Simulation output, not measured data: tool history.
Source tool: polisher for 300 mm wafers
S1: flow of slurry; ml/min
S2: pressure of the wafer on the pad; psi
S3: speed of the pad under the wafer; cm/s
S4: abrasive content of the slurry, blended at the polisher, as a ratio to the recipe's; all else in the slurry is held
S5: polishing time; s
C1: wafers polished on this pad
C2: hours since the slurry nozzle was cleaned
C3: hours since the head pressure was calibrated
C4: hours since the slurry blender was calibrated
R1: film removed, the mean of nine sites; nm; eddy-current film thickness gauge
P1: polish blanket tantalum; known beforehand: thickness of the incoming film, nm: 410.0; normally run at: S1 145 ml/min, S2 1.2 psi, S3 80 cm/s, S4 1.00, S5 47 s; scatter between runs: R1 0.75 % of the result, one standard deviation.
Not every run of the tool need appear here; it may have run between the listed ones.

Run 1, hour 10.6: S1 145 ml/min, S2 1.2 psi, S3 80 cm/s, S4 1.00, S5 47 s; C1 482; C2 190.1; C3 181.8; C4 211.0. Result: R1 30.313 nm.
Run 2, hour 16.0: S1 145 ml/min, S2 1.2 psi, S3 124 cm/s, S4 1.00, S5 34 s; C1 539; C2 195.5; C3 187.2; C4 216.4. Result: R1 34.047 nm.
At hour 21.6: worn pad replaced by a new one.
Run 3, hour 26.7: S1 145 ml/min, S2 1.2 psi, S3 80 cm/s, S4 1.00, S5 65 s; C1 54; C2 206.2; C3 197.9; C4 227.1. Result: R1 42.451 nm.
Run 4, hour 37.7: S1 145 ml/min, S2 1.2 psi, S3 80 cm/s, S4 1.00, S5 47 s; C1 170; C2 217.2; C3 208.9; C4 238.1. Result: R1 30.406 nm.
Run 5, hour 46.9: S1 145 ml/min, S2 1.2 psi, S3 80 cm/s, S4 1.00, S5 47 s; C1 266; C2 226.4; C3 218.1; C4 247.3. Result: R1 30.213 nm.
Run 6, hour 53.9: S1 145 ml/min, S2 1.2 psi, S3 80 cm/s, S4 0.70, S5 47 s; C1 340; C2 233.4; C3 225.1; C4 254.3. Result: R1 27.311 nm.
Run 7, hour 61.5: S1 145 ml/min, S2 1.2 psi, S3 80 cm/s, S4 1.00, S5 47 s; C1 420; C2 241.0; C3 232.7; C4 261.9. Result: R1 30.759 nm.
Run 8, hour 71.9: S1 145 ml/min, S2 1.2 psi, S3 120 cm/s, S4 1.00, S5 47 s; C1 529; C2 251.4; C3 243.1; C4 272.3. Result: R1 46.033 nm.
Run 9, hour 80.9: S1 110 ml/min, S2 1.2 psi, S3 80 cm/s, S4 0.60, S5 47 s; C1 624; C2 260.4; C3 252.1; C4 281.3. Result: R1 24.359 nm.
Run 10, hour 90.5: S1 225 ml/min, S2 1.2 psi, S3 80 cm/s, S4 1.00, S5 47 s; C1 725; C2 270.0; C3 261.7; C4 290.9. Result: R1 33.252 nm.
Run 11, hour 102.3: S1 145 ml/min, S2 0.5 psi, S3 80 cm/s, S4 1.00, S5 47 s; C1 849; C2 281.8; C3 273.5; C4 302.7. Result: R1 12.811 nm.
Run 12, hour 112.2: S1 145 ml/min, S2 1.2 psi, S3 80 cm/s, S4 1.00, S5 47 s; C1 953; C2 291.7; C3 283.4; C4 312.6. Result: R1 31.059 nm.
Run 13, hour 118.9: S1 145 ml/min, S2 1.2 psi, S3 80 cm/s, S4 1.00, S5 47 s; C1 1024; C2 298.4; C3 290.1; C4 319.3. Result: R1 30.530 nm.
Run 14, hour 127.3: S1 145 ml/min, S2 1.2 psi, S3 44 cm/s, S4 1.00, S5 47 s; C1 1112; C2 306.8; C3 298.5; C4 327.7. Result: R1 16.743 nm.
Run 15, hour 134.1: S1 145 ml/min, S2 1.2 psi, S3 80 cm/s, S4 1.45, S5 47 s; C1 1183; C2 313.6; C3 305.3; C4 334.5. Result: R1 33.859 nm.
Run 16, hour 145.2: S1 85 ml/min, S2 1.2 psi, S3 80 cm/s, S4 1.00, S5 47 s; C1 1300; C2 324.7; C3 316.4; C4 345.6. Result: R1 27.334 nm.
Run 17, hour 155.2: S1 145 ml/min, S2 1.2 psi, S3 80 cm/s, S4 1.00, S5 21 s; C1 1405; C2 334.7; C3 326.4; C4 355.6. Result: R1 13.569 nm.
Run 18, hour 161.6: S1 145 ml/min, S2 1.5 psi, S3 80 cm/s, S4 1.00, S5 47 s; C1 1473; C2 341.1; C3 332.8; C4 362.0. Result: R1 38.375 nm.
Run 19, hour 172.1: S1 145 ml/min, S2 1.2 psi, S3 80 cm/s, S4 1.00, S5 47 s; C1 1583; C2 351.6; C3 343.3; C4 372.5. Result: R1 30.595 nm.
Run 20, hour 178.4: S1 145 ml/min, S2 1.2 psi, S3 80 cm/s, S4 1.00, S5 47 s; C1 1649; C2 357.9; C3 349.6; C4 378.8. Result: R1 29.826 nm.
Run 21, hour 186.6: S1 145 ml/min, S2 1.2 psi, S3 80 cm/s, S4 1.00, S5 47 s; C1 1736; C2 366.1; C3 357.8; C4 387.0. Result: R1 28.668 nm.
Run 22, hour 195.1: S1 145 ml/min, S2 1.2 psi, S3 80 cm/s, S4 1.00, S5 47 s; C1 1825; C2 374.6; C3 366.3; C4 395.5. Result: R1 28.106 nm.
At hour 196.2: head pressure recalibrated.
Run 23, hour 206.1: S1 145 ml/min, S2 1.2 psi, S3 80 cm/s, S4 1.00, S5 47 s; C1 1941; C2 385.6; C3 10.0; C4 406.5. Result: R1 27.702 nm.
At hour 209.6: worn pad replaced by a new one.
Run 24, hour 213.7: S1 145 ml/min, S2 1.2 psi, S3 80 cm/s, S4 1.00, S5 47 s; C1 43; C2 393.2; C3 17.6; C4 414.1. Result: R1 27.629 nm.
Run 25, hour 220.7: S1 145 ml/min, S2 1.2 psi, S3 80 cm/s, S4 1.00, S5 47 s; C1 116; C2 400.2; C3 24.6; C4 421.1. Result: R1 27.421 nm.
Run 26, hour 230.0: S1 145 ml/min, S2 1.2 psi, S3 80 cm/s, S4 1.00, S5 47 s; C1 214; C2 409.5; C3 33.9; C4 430.4. Result: R1 27.668 nm.

What P1 gives has crept away from where it was. These 2 causes fit the log equally well, each at the size given:
A: abrasive missing from the slurry, % = 29
B: slurry flow missing at the pad, % = 38.9
Creep in the process output first set in at about hour 172.1.
All other causes, with the reason each is excluded:
removal rate lost through wear of the pad, %: its service at hour 209.6 followed the start of the drift and did not put the process back to its old value
head's pressure below its setpoint, %: its service at hour 196.2 followed the start of the drift and did not put the process back to its old value

You are offered 4 check runs, listed below with question marks in place of their results; each one averages 3 wafers. Which run separates the listed causes by giving clearly different results for each?
Run check 1, hour 239.3: S1 145 ml/min, S2 0.7 psi, S3 80 cm/s, S4 1.00, S5 35 s. Result: R1 ?.
Run check 2, hour 239.3: S1 145 ml/min, S2 1.2 psi, S3 48 cm/s, S4 1.00, S5 47 s. Result: R1 ?.
Run check 3, hour 239.3: S1 145 ml/min, S2 0.8 psi, S3 116 cm/s, S4 1.00, S5 47 s. Result: R1 ?.
Run check 4, hour 239.3: S1 215 ml/min, S2 1.2 psi, S3 112 cm/s, S4 1.00, S5 47 s. Result: R1 ?.

If the cause were each of the candidates in turn, the checks would give the following:
  check  result    if A    if B
check 1      R1  11.908  11.910
check 2      R1  16.448  16.451
check 3      R1  26.499  26.504
check 4      R1  40.692  42.077
Smallest distance between any two causes, each pair judged by its most separating result, in per cent: check 1 0.02 %; check 2 0.02 %; check 3 0.02 %; check 4 3.35 %
Only in check 4 would the causes give clearly different results; in the remaining checks their results would be nearly the same.

Check 4 was then run and gave: R1 40.965 nm. Which cause is it?

It was cause A: abrasive missing from the slurry, %.

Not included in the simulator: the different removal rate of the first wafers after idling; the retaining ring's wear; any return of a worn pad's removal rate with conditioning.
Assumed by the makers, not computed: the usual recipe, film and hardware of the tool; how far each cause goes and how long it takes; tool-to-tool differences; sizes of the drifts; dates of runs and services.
